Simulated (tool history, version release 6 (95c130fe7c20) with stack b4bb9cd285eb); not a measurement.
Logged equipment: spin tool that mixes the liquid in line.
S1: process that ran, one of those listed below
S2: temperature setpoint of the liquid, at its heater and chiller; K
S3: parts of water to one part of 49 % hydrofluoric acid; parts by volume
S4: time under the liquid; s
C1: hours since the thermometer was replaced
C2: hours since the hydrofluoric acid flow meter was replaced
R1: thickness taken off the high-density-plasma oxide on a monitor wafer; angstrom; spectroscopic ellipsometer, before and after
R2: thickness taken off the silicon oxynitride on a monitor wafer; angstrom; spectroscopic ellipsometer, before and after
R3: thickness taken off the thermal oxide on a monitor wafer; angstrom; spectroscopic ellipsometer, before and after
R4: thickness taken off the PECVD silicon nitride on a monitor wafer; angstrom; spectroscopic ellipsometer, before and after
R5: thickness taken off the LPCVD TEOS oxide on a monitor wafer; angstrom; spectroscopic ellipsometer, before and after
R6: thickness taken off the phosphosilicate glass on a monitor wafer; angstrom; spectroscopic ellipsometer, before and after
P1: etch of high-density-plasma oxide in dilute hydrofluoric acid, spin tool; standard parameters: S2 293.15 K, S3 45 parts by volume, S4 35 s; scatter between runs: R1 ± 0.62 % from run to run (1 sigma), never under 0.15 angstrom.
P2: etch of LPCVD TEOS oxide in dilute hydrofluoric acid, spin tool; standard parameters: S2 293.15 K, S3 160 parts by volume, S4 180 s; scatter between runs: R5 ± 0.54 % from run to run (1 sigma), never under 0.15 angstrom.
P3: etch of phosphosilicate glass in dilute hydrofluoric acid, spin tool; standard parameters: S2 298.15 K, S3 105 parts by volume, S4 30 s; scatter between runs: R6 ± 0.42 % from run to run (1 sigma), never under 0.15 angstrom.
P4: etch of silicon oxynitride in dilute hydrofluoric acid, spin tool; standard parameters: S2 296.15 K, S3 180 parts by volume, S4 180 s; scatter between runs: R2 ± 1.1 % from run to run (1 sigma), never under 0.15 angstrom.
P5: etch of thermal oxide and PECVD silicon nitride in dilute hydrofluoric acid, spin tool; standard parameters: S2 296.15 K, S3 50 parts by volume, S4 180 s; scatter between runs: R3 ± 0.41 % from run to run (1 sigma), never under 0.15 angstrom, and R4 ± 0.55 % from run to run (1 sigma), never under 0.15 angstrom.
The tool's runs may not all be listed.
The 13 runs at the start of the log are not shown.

Run 14, day 3.921: S1 P2, S2 293.15 K, S3 160 parts by volume, S4 75 s; C1 1518.2; C2 353.7. Result: R5 68.247 angstrom.
At day 4.000: hydrofluoric acid flow meter replaced.
Run 15, day 4.196: S1 P5, S2 290.65 K, S3 50 parts by volume, S4 180 s; C1 1524.8; C2 4.7. Result: R3 134.040 angstrom, R4 127.37 angstrom.
Run 16, day 4.496: S1 P3, S2 298.15 K, S3 50 parts by volume, S4 30 s; C1 1532.0; C2 11.9. Result: R6 832.81 angstrom.
Run 17, day 4.700: S1 P5, S2 296.15 K, S3 50 parts by volume, S4 180 s; C1 1536.9; C2 16.8. Result: R3 168.840 angstrom, R4 188.21 angstrom.
Run 18, day 5.050: S1 P5, S2 296.15 K, S3 50 parts by volume, S4 180 s; C1 1545.3; C2 25.2. Result: R3 167.390 angstrom, R4 186.48 angstrom.
Run 19, day 5.325: S1 P1, S2 293.15 K, S3 45 parts by volume, S4 35 s; C1 1551.9; C2 31.8. Result: R1 47.346 angstrom.
Run 20, day 5.625: S1 P1, S2 293.15 K, S3 45 parts by volume, S4 15 s; C1 1559.1; C2 39.0. Result: R1 19.884 angstrom.
Run 21, day 5.925: S1 P5, S2 296.15 K, S3 20 parts by volume, S4 180 s; C1 1566.3; C2 46.2. Result: R3 440.540 angstrom, R4 452.73 angstrom.
Run 22, day 6.196: S1 P1, S2 293.15 K, S3 45 parts by volume, S4 35 s; C1 1572.8; C2 52.7. Result: R1 47.354 angstrom.
Run 23, day 6.579: S1 P1, S2 293.15 K, S3 20 parts by volume, S4 35 s; C1 1582.0; C2 61.9. Result: R1 109.250 angstrom.
Run 24, day 6.892: S1 P1, S2 297.65 K, S3 45 parts by volume, S4 15 s; C1 1589.5; C2 69.4. Result: R1 24.480 angstrom.
Run 25, day 7.092: S1 P3, S2 290.15 K, S3 105 parts by volume, S4 30 s; C1 1594.3; C2 74.2. Result: R6 267.23 angstrom.

Estimate the outcome of run 26 from the log above:
Run 26, day 7.388: S1 P1, S2 293.15 K, S3 65 parts by volume, S4 35 s; C1 1601.4; C2 81.3. Result: R1 ?.

R1: 31.699 angstrom
